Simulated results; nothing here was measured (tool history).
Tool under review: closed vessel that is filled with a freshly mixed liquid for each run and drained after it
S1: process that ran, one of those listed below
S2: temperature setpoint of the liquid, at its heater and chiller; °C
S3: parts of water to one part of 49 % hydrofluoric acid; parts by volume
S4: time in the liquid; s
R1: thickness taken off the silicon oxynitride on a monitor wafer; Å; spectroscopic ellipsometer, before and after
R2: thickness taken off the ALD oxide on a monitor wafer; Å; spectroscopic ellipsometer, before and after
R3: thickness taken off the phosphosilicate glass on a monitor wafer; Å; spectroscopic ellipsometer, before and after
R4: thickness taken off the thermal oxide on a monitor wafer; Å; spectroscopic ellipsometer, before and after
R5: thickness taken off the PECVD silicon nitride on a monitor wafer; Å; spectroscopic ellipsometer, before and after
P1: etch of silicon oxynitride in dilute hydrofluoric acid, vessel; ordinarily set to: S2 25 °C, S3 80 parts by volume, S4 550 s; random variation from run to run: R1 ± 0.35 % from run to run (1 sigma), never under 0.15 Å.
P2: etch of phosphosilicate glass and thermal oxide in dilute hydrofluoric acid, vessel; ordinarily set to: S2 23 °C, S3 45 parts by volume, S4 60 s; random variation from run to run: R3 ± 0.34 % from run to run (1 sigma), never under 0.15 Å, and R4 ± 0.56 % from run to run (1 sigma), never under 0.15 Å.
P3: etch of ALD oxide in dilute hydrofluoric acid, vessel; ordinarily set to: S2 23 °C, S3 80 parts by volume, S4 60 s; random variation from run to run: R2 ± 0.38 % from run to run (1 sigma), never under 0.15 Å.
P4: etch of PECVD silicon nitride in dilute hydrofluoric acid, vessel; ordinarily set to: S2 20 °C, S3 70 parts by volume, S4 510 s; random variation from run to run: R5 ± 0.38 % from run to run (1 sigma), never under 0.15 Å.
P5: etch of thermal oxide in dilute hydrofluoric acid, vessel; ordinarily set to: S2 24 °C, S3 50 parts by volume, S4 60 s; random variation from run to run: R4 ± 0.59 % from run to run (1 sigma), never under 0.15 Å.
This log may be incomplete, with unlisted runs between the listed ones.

Run 1, hour 4.5: S1 P1, S2 25 °C, S3 80 parts by volume, S4 550 s. Result: R1 169.11 Å.
Run 2, hour 10.1: S1 P3, S2 17 °C, S3 80 parts by volume, S4 60 s. Result: R2 57.105 Å.
Run 3, hour 17.3: S1 P3, S2 23 °C, S3 20 parts by volume, S4 60 s. Result: R2 316.37 Å.
Run 4, hour 24.8: S1 P2, S2 23 °C, S3 45 parts by volume, S4 60 s. Result: R3 1620.6 Å, R4 60.729 Å.
Run 5, hour 30.8: S1 P1, S2 25 °C, S3 80 parts by volume, S4 550 s. Result: R1 169.58 Å.
Run 6, hour 35.5: S1 P5, S2 24 °C, S3 50 parts by volume, S4 60 s. Result: R4 58.173 Å.
Run 7, hour 43.2: S1 P1, S2 25 °C, S3 25 parts by volume, S4 55 s. Result: R1 56.316 Å.
Run 8, hour 49.5: S1 P1, S2 25 °C, S3 80 parts by volume, S4 550 s. Result: R1 168.9 Å.
Run 9, hour 53.4: S1 P4, S2 20 °C, S3 20 parts by volume, S4 510 s. Result: R5 788.47 Å.
Run 10, hour 59.7: S1 P2, S2 23 °C, S3 20 parts by volume, S4 60 s. Result: R3 3752.6 Å, R4 142.02 Å.
At hour 65.2: hydrofluoric acid flow meter replaced.
Run 11, hour 66.2: S1 P2, S2 17 °C, S3 45 parts by volume, S4 60 s. Result: R3 1257.5 Å, R4 47.461 Å.
Run 12, hour 72: S1 P1, S2 25 °C, S3 135 parts by volume, S4 550 s. Result: R1 95.678 Å.
Run 13, hour 78.9: S1 P1, S2 25 °C, S3 20 parts by volume, S4 550 s. Result: R1 709.47 Å.
Run 14, hour 83.9: S1 P3, S2 23 °C, S3 80 parts by volume, S4 60 s. Result: R2 73.365 Å.
Run 15, hour 90: S1 P3, S2 23 °C, S3 80 parts by volume, S4 95 s. Result: R2 116.23 Å.
Run 16, hour 95.1: S1 P4, S2 20 °C, S3 70 parts by volume, S4 930 s. Result: R5 431.64 Å.
Run 17, hour 101.7: S1 P1, S2 25 °C, S3 80 parts by volume, S4 550 s. Result: R1 168.69 Å.
Run 18, hour 106.8: S1 P2, S2 23 °C, S3 45 parts by volume, S4 60 s. Result: R3 1615.9 Å, R4 61.364 Å.
Run 19, hour 112.2: S1 P1, S2 25 °C, S3 80 parts by volume, S4 550 s. Result: R1 167.76 Å.
Run 20, hour 115.8: S1 P1, S2 25 °C, S3 80 parts by volume, S4 30 s. Result: R1 9.1912 Å.
Run 21, hour 121.3: S1 P5, S2 18.5 °C, S3 50 parts by volume, S4 60 s. Result: R4 45.796 Å.
Run 22, hour 128.4: S1 P4, S2 20 °C, S3 70 parts by volume, S4 510 s. Result: R5 237.13 Å.
Run 23, hour 135.4: S1 P4, S2 20 °C, S3 70 parts by volume, S4 510 s. Result: R5 238.99 Å.
Run 24, hour 143.2: S1 P5, S2 24 °C, S3 50 parts by volume, S4 60 s. Result: R4 58.319 Å.
Run 25, hour 149.2: S1 P1, S2 20 °C, S3 80 parts by volume, S4 550 s. Result: R1 133.28 Å.
Run 26, hour 153.1: S1 P1, S2 30.5 °C, S3 80 parts by volume, S4 550 s. Result: R1 216.81 Å.
Run 27, hour 158: S1 P5, S2 24 °C, S3 20 parts by volume, S4 60 s. Result: R4 150.97 Å.
Run 28, hour 164.6: S1 P4, S2 28.5 °C, S3 70 parts by volume, S4 510 s. Result: R5 413.71 Å.
Run 29, hour 171.7: S1 P5, S2 24 °C, S3 50 parts by volume, S4 30 s. Result: R4 29.359 Å.
Run 30, hour 177.3: S1 P2, S2 23 °C, S3 45 parts by volume, S4 30 s. Result: R3 805.6 Å, R4 30.949 Å.
Run 31, hour 181.1: S1 P1, S2 25 °C, S3 80 parts by volume, S4 925 s. Result: R1 282.37 Å.
Run 32, hour 188.2: S1 P1, S2 25 °C, S3 80 parts by volume, S4 550 s. Result: R1 167.87 Å.
Run 33, hour 192.3: S1 P1, S2 25 °C, S3 80 parts by volume, S4 550 s. Result: R1 164.71 Å.
Run 34, hour 196.1: S1 P1, S2 25 °C, S3 80 parts by volume, S4 550 s. Result: R1 161.53 Å.
Run 35, hour 200: S1 P1, S2 25 °C, S3 80 parts by volume, S4 550 s. Result: R1 160.15 Å.
Run 36, hour 206: S1 P1, S2 25 °C, S3 80 parts by volume, S4 550 s. Result: R1 157.82 Å.
Run 37, hour 212.8: S1 P1, S2 25 °C, S3 80 parts by volume, S4 550 s. Result: R1 155.37 Å.
Run 38, hour 216.8: S1 P1, S2 25 °C, S3 80 parts by volume, S4 550 s. Result: R1 155.65 Å.
Run 39, hour 221.6: S1 P1, S2 25 °C, S3 80 parts by volume, S4 550 s. Result: R1 154.22 Å.
Run 40, hour 227.4: S1 P1, S2 25 °C, S3 80 parts by volume, S4 550 s. Result: R1 154.17 Å.
Run 41, hour 234.3: S1 P1, S2 25 °C, S3 80 parts by volume, S4 550 s. Result: R1 152.9 Å.
Run 42, hour 240: S1 P1, S2 25 °C, S3 80 parts by volume, S4 550 s. Result: R1 153.12 Å.
Run 43, hour 244.7: S1 P1, S2 25 °C, S3 80 parts by volume, S4 550 s. Result: R1 152.53 Å.

Something has made what P1 gives creep away from where it was; the 2 causes below, each at its own stated size, fit the log equally well:
A: liquid colder than its thermometer reads (K) = 2.1
B: hydrofluoric acid flow below the setpoint (%) = 8.9
The creep began at about hour 188.2.

Question marks stand in for the results of the 4 check runs listed below, each run on one wafer. Under which run would the listed causes show clearly different results?
Run check 1, hour 249.4: S1 P5, S2 19 °C, S3 50 parts by volume, S4 30 s. Result: R4 ?.
Run check 2, hour 249.4: S1 P3, S2 18.5 °C, S3 35 parts by volume, S4 60 s. Result: R2 ?.
Run check 3, hour 249.4: S1 P4, S2 23 °C, S3 45 parts by volume, S4 510 s. Result: R5 ?.
Run check 4, hour 249.4: S1 P2, S2 23 °C, S3 20 parts by volume, S4 30 s. Result: R3 ?, R4 ?.

Predicted outcomes, by check and by cause:
  check  result    if A    if B
check 1      R4  21.539  21.363
check 2      R2  133.94  133.23
check 3      R5  387.34  408.46
check 4      R3  1718.1  1708.5
check 4      R4  65.184  64.818
Per-check spread between the two closest causes, in the result where they differ most: check 1 0.82 %; check 2 0.53 %; check 3 5.31 %; check 4 0.56 %
Check 3 distinguishes between the causes, while the remaining checks would return nearly the same result for all of them.

The results of check 3 are: R5 406.82 Å. Based on these, which of the listed causes is it?

It was cause B: hydrofluoric acid flow below the setpoint (%).
